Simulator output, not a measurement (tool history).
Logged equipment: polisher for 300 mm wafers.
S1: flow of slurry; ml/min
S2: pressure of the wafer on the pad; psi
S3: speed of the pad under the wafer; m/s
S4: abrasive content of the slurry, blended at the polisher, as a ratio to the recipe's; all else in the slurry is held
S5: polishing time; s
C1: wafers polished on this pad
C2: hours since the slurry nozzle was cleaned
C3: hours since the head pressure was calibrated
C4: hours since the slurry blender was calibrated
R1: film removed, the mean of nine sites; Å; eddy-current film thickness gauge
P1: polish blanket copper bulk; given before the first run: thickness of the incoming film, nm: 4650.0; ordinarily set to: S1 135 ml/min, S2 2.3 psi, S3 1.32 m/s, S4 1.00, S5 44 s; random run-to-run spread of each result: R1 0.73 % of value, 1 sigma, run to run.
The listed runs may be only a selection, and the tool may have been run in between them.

| run | hour | S1 | S2 | S3 | S4 | S5 | C1 | C2 | C3 | C4 | R1 |
|---|---|---|---|---|---|---|---|---|---|---|---|
| 1 | 12.0 | 135 | 2.3 | 1.32 | 1.00 | 44 | 801 | 134.3 | 661.1 | 172.9 | 3516.6 |
| 2 | 24.6 | 135 | 2.3 | 0.62 | 1.00 | 44 | 977 | 146.9 | 673.7 | 185.5 | 1673.6 |
| 3 | 34.2 | 135 | 1.6 | 1.32 | 1.00 | 44 | 1112 | 156.5 | 683.3 | 195.1 | 2448.8 |
| 4 | 43.6 | 135 | 2.3 | 1.32 | 1.00 | 44 | 1243 | 165.9 | 692.7 | 204.5 | 3555.7 |
| 5 | 50.6 | 135 | 2.3 | 1.32 | 1.00 | 44 | 1341 | 172.9 | 699.7 | 211.5 | 3521.9 |
|  | 58.9 | slurry blender recalibrated |
| 6 | 60.4 | 135 | 2.3 | 1.32 | 1.00 | 44 | 1478 | 182.7 | 709.5 | 1.5 | 3556.5 |
| 7 | 70.0 | 135 | 2.3 | 1.32 | 1.00 | 56 | 1613 | 192.3 | 719.1 | 11.1 | 4482.4 |
| 8 | 82.2 | 200 | 2.3 | 1.32 | 1.00 | 44 | 1783 | 204.5 | 731.3 | 23.3 | 3795.7 |
| 9 | 94.1 | 135 | 2.3 | 1.32 | 1.00 | 30 | 1950 | 216.4 | 743.2 | 35.2 | 2418.4 |
| 10 | 107.5 | 80 | 2.3 | 1.32 | 1.00 | 44 | 2137 | 229.8 | 756.6 | 48.6 | 3163.2 |
| 11 | 123.0 | 135 | 2.3 | 1.90 | 1.00 | 44 | 2354 | 245.3 | 772.1 | 64.1 | 5174.6 |
| 12 | 136.0 | 135 | 3.1 | 1.32 | 1.00 | 44 | 2536 | 258.3 | 785.1 | 77.1 | 4783.2 |
| 13 | 148.2 | 135 | 2.3 | 1.32 | 1.00 | 44 | 2706 | 270.5 | 797.3 | 89.3 | 3543.0 |
| 14 | 161.4 | 135 | 2.3 | 1.32 | 1.40 | 44 | 2891 | 283.7 | 810.5 | 102.5 | 3895.3 |
| 15 | 169.9 | 135 | 2.3 | 1.32 | 0.50 | 44 | 3010 | 292.2 | 819.0 | 111.0 | 3069.2 |
| 16 | 181.6 | 135 | 2.3 | 1.32 | 1.00 | 44 | 3174 | 303.9 | 830.7 | 122.7 | 3537.6 |
| 17 | 195.0 | 135 | 2.3 | 1.70 | 1.25 | 44 | 3361 | 317.3 | 844.1 | 136.1 | 4819.7 |
| 18 | 209.5 | 135 | 2.3 | 1.32 | 1.00 | 44 | 3564 | 331.8 | 858.6 | 150.6 | 3561.3 |
| 19 | 222.1 | 135 | 2.3 | 1.32 | 1.00 | 44 | 3740 | 344.4 | 871.2 | 163.2 | 3391.9 |
| 20 | 235.3 | 135 | 2.3 | 1.32 | 1.00 | 44 | 3925 | 357.6 | 884.4 | 176.4 | 3219.6 |
|  | 244.8 | slurry blender recalibrated |
| 21 | 247.1 | 135 | 2.3 | 1.32 | 1.00 | 44 | 4090 | 369.4 | 896.2 | 2.4 | 3216.6 |
| 22 | 254.7 | 135 | 2.3 | 1.32 | 1.00 | 44 | 4196 | 377.0 | 903.8 | 10.0 | 3225.8 |
|  | 263.5 | worn pad replaced by a new one |
| 23 | 267.4 | 135 | 2.3 | 1.32 | 1.00 | 44 | 55 | 389.7 | 916.5 | 22.7 | 3215.6 |
| 24 | 282.7 | 135 | 2.3 | 1.32 | 1.00 | 44 | 269 | 405.0 | 931.8 | 38.0 | 3157.3 |
| 25 | 294.7 | 135 | 2.3 | 1.32 | 1.00 | 44 | 437 | 417.0 | 943.8 | 50.0 | 3105.9 |

The log shows P1 creeping away from where it was. Any of the 2 causes listed here, at the size stated for it, fits the log just as well as the others:
A: head's pressure below its setpoint, % = 10.9
B: slurry flow missing at the pad, % = 38.5
The onset of the drift is placed at about hour 209.5.
Excluded causes, each with its reason:
removal rate lost through wear of the pad, %: serviced after onset, at hour 263.5, with no recovery of the prior output
abrasive missing from the slurry, %: serviced after onset, at hour 244.8, with no recovery of the prior output

Question marks stand in for the results of the 4 check runs listed below, each run on one wafer. Under which run would the listed causes show clearly different results?
| check 1 | 306.7 | 135 | 2.3 | 1.76 | 1.40 | 44 |  |  |  |  | ? |
| check 2 | 306.7 | 135 | 2.3 | 1.32 | 1.30 | 33 |  |  |  |  | ? |
| check 3 | 306.7 | 135 | 2.3 | 1.32 | 0.55 | 44 |  |  |  |  | ? |
| check 4 | 306.7 | 85 | 2.3 | 1.32 | 1.00 | 44 |  |  |  |  | ? |

Predicted outcomes, by check and by cause:
| check | result | if A | if B |
|---|---|---|---|
| check 1 | R1 | 4545.5 | 4546.7 |
| check 2 | R1 | 2515.2 | 2515.8 |
| check 3 | R1 | 2799.6 | 2800.3 |
| check 4 | R1 | 2842.1 | 2688.4 |
Smallest distance between any two causes, each pair judged by its most separating result, in per cent: check 1 0.03 %; check 2 0.03 %; check 3 0.03 %; check 4 5.56 %
Check 4 is the one run that separates the causes; every other check would come out nearly the same whichever cause is at work.

Check 4 was then run and gave: R1 2845.4 Å. Which cause is it?

A is the cause: head's pressure below its setpoint, %.
